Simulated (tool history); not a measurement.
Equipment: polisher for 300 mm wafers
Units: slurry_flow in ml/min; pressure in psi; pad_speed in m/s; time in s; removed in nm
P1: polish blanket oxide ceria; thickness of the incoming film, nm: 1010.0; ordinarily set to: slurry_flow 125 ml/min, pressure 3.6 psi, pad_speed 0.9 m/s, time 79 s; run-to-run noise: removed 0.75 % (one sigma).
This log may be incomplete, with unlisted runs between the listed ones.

| run | hour | slurry_flow | pressure | pad_speed | time | wafers polished on this pad | hours since the slurry nozzle was cleaned | hours since the head pressure was calibrated | removed |
|---|---|---|---|---|---|---|---|---|---|
| 1 | 8.4 | 125 | 3.6 | 0.9 | 79 | 718 | 50 | 162.7 | 328.63 |
| 2 | 12.5 | 125 | 3.6 | 0.52 | 79 | 766 | 54.1 | 166.8 | 188.93 |
| 3 | 17 | 125 | 3.6 | 1.4 | 79 | 819 | 58.6 | 171.3 | 502.61 |
| 4 | 25.4 | 185 | 3.6 | 0.9 | 79 | 918 | 67 | 179.7 | 353.02 |
| 5 | 32.5 | 125 | 3.6 | 0.9 | 79 | 1002 | 74.1 | 186.8 | 330.82 |
| 6 | 40.6 | 125 | 3.6 | 0.9 | 79 | 1097 | 82.2 | 194.9 | 325.29 |
| 7 | 49.1 | 125 | 3.6 | 0.9 | 79 | 1197 | 90.7 | 203.4 | 329.78 |
| 8 | 53.1 | 125 | 3.6 | 0.9 | 125 | 1244 | 94.7 | 207.4 | 518.38 |
| 9 | 59.6 | 125 | 3.6 | 0.9 | 79 | 1321 | 101.2 | 213.9 | 325.86 |
| 10 | 68.3 | 125 | 1.9 | 0.9 | 79 | 1423 | 109.9 | 222.6 | 170.05 |
| 11 | 75.7 | 125 | 5.7 | 0.9 | 79 | 1510 | 117.3 | 230 | 522.05 |
| 12 | 84.2 | 125 | 3.6 | 0.9 | 79 | 1611 | 125.8 | 238.5 | 319.23 |
| 13 | 89.5 | 125 | 4.8 | 1.12 | 79 | 1673 | 131.1 | 243.8 | 539.35 |
| 14 | 96.6 | 125 | 3.6 | 0.9 | 59 | 1757 | 138.2 | 250.9 | 240.41 |
| 15 | 101.5 | 75 | 3.6 | 0.9 | 79 | 1814 | 143.1 | 255.8 | 283.16 |
| 16 | 109.5 | 125 | 3.6 | 0.9 | 79 | 1909 | 151.1 | 263.8 | 325.15 |
| 17 | 118.4 | 125 | 3.6 | 0.9 | 79 | 2013 | 160 | 272.7 | 321.68 |
| 18 | 125.7 | 125 | 3.6 | 0.9 | 79 | 2099 | 167.3 | 280 | 317.32 |
| 19 | 134.4 | 125 | 3.6 | 0.9 | 79 | 2202 | 176 | 288.7 | 307.92 |
| 20 | 143.2 | 125 | 3.6 | 0.9 | 79 | 2306 | 184.8 | 297.5 | 303.45 |
| 21 | 150.5 | 125 | 3.6 | 0.9 | 79 | 2392 | 192.1 | 304.8 | 298.46 |
|  | 150.9 | head pressure recalibrated |
| 22 | 154.9 | 125 | 3.6 | 0.9 | 79 | 2443 | 196.5 | 4.1 | 299.75 |
| 23 | 161.1 | 125 | 3.6 | 0.9 | 79 | 2516 | 202.7 | 10.3 | 299.59 |
| 24 | 166.6 | 125 | 3.6 | 0.9 | 79 | 2581 | 208.2 | 15.8 | 294.26 |
| 25 | 172.8 | 125 | 3.6 | 0.9 | 79 | 2654 | 214.4 | 22 | 296.65 |
| 26 | 178.4 | 125 | 3.6 | 0.9 | 79 | 2720 | 220 | 27.6 | 296.53 |

The output of P1 has drifted from where it used to be. Each of the 2 causes below, taken at the size shown beside it, accounts for the log equally well:
A: removal rate lost through wear of the pad, % = 8.8
B: slurry flow missing at the pad, % = 31.6
The creep began at about hour 118.4.
What rules out each remaining cause:
head's pressure below its setpoint, %: serviced at hour 150.9, after the change had begun; the process did not return to its earlier output

The list below offers 4 check runs, each averaging the results of 5 wafers, and shows each result as a question mark. For which of them would the listed causes give clearly different results?
| check 1 | 184 | 125 | 4.8 | 0.7 | 79 |  |  |  | ? |
| check 2 | 184 | 180 | 3.6 | 0.9 | 118 |  |  |  | ? |
| check 3 | 184 | 125 | 2.1 | 1.4 | 79 |  |  |  | ? |
| check 4 | 184 | 125 | 4.7 | 0.9 | 108 |  |  |  | ? |

What every check run would give for each of its results, assuming each possible cause in turn:
| check | result | if A | if B |
|---|---|---|---|
| check 1 | removed | 307.18 | 307.2 |
| check 2 | removed | 471.24 | 483.63 |
| check 3 | removed | 268.78 | 268.8 |
| check 4 | removed | 528.68 | 528.72 |
Smallest distance between any two causes, each pair judged by its most separating result, in per cent: check 1 0.01 %; check 2 2.6 %; check 3 0.01 %; check 4 0.01 %
Only check 2 tells the causes apart: in the others they would give nearly the same result.

Check 2 was carried out, with these results: removed 481.98 nm. Which of the listed causes is responsible?

B is the cause: slurry flow missing at the pad, %.
